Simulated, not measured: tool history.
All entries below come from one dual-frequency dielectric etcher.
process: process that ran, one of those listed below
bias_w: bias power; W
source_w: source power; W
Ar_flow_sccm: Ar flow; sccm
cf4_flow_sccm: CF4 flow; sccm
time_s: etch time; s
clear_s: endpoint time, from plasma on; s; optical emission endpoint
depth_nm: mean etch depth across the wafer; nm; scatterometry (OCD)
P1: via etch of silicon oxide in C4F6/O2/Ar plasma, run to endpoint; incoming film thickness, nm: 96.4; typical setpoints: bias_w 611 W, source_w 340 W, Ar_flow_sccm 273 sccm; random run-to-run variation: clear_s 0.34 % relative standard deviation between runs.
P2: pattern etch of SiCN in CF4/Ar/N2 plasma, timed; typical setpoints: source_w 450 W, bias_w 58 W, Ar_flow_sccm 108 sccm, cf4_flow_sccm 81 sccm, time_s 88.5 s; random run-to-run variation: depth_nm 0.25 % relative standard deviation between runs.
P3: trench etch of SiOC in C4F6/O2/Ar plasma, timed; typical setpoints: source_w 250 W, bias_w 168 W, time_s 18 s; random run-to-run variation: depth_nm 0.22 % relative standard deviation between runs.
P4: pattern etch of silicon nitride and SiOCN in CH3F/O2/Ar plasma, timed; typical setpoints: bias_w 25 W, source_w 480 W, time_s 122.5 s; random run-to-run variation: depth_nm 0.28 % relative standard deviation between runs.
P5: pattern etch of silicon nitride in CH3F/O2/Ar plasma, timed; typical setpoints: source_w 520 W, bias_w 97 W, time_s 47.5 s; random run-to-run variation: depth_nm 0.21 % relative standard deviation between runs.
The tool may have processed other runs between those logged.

run	hour	process	bias_w	source_w	Ar_flow_sccm	cf4_flow_sccm	time_s	clear_s	depth_nm
1	5.2	P1	611	340	273			20.555	
2	12.7	P2	58	330	108	81	88.5		53.368
3	19.6	P2	40	450	108	81	88.5		62.709
4	24.5	P1	611	280	273			22.042	
5	29.1	P3	168	250			18		30.651
6	33.9	P2	58	450	108	65	88.5		67.817
7	40.2	P1	403	210	273			28.724	
8	44.8	P4	35	480			122.5		22.028
9	50.8	P1	611	340	273			20.501	
10	58.2	P5	97	520			47.5		42.591
11	64.9	P2	58	450	84	81	88.5		73.005
12	70.7	P1	611	340	273			20.547	
13	75.8	P1	611	340	178			19.587	
14	83.8	P1	611	420	273			18.937	
15	89.1	P2	58	450	108	81	88.5		70.51
16	94.7	P2	58	450	108	81	88.5		70.22
17	99.1	P1	731	340	273			19.122	
18	105.8	P1	611	340	273			20.621	
# hour 107.3: bias power generator calibrated
19	113.1	P5	97	520			47.5		42.63
20	121	P3	168	250			25		42.653
21	125.9	P3	228	250			18		33.981
22	132.9	P1	426	340	273			23.402	
23	140	P4	25	650			122.5		20.864
24	144.5	P4	25	480			75		11.579
25	149.4	P1	611	340	273			20.383	
26	157.2	P1	845	340	365			18.502	
27	162.3	P3	168	340			18		34.389
28	167.1	P1	611	340	369			21.244	
29	174.8	P4	25	480			122.5		18.813
30	178.9	P5	115	520			47.5		45.366
31	186.5	P4	25	480			122.5		18.835
32	192.3	P2	58	450	108	81	50.5		40.128
33	195.9	P5	97	520			28.5		25.571
34	201.7	P5	97	310			47.5		35.269

For run 35, what comes out?
35	207.3	P1	611	340	273			?	

clear_s: 20.505 s
